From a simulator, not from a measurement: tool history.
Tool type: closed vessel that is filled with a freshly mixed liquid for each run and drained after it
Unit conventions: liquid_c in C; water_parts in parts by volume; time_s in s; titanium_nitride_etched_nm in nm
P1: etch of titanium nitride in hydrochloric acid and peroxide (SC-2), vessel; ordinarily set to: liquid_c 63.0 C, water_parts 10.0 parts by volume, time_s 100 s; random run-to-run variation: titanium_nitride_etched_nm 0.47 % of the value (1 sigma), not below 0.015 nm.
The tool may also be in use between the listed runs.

run   hour  liquid_c  water_parts  time_s  hours since the thermometer was replaced  hours since the chemicals flow meter was replaced  hours since the drum of peroxide was connected  titanium_nitride_etched_nm
  1    6.0      63.0         10.0     100                                    1559.4                                              495.4                                            92.6                      4.5401
  2   16.4      72.0          4.0     100                                    1569.8                                              505.8                                           103.0                     15.6600
  3   22.1      63.0         10.0     100                                    1575.5                                              511.5                                           108.7                      4.5039
  4   29.3      63.0         10.0     100                                    1582.7                                              518.7                                           115.9                      4.5303
  5   41.7      48.5         15.0     100                                    1595.1                                              531.1                                           128.3                      1.2259
  6   52.3      63.0         10.0     100                                    1605.7                                              541.7                                           138.9                      4.5728
  7   62.4      47.0         14.0     100                                    1615.8                                              551.8                                           149.0                      1.2107
  8   69.0      63.0         18.5     100                                    1622.4                                              558.4                                           155.6                      2.6595
  9   77.4      47.5         10.0     100                                    1630.8                                              566.8                                           164.0                      1.6597
 10   89.7      63.0         10.0      40                                    1643.1                                              579.1                                           176.3                      1.8251
 11   96.1      72.0         10.0     100                                    1649.5                                              585.5                                           182.7                      7.8289
 12  106.3      63.0         10.0     190                                    1659.7                                              595.7                                           192.9                      8.6730
 13  115.9      63.0          4.5     100                                    1669.3                                              605.3                                           202.5                      8.4611
 14  122.2      63.0         10.0     100                                    1675.6                                              611.6                                           208.8                      4.5653
 15  128.7      63.0         10.0     100                                    1682.1                                              618.1                                           215.3                      4.6069
 16  134.0      63.0         10.0     100                                    1687.4                                              623.4                                           220.6                      4.6606
 17  146.3      63.0         10.0     100                                    1699.7                                              635.7                                           232.9                      4.8450
 18  152.6      63.0         10.0     100                                    1706.0                                              642.0                                           239.2                      4.8792
 19  158.4      63.0         10.0     100                                    1711.8                                              647.8                                           245.0                      4.9002

What does the tool deliver on the next run?
 20  169.0      63.0         10.0     100                                    1722.4                                              658.4                                           255.6                           ?

{"run 20": {"titanium_nitride_etched_nm": 4.9264}}

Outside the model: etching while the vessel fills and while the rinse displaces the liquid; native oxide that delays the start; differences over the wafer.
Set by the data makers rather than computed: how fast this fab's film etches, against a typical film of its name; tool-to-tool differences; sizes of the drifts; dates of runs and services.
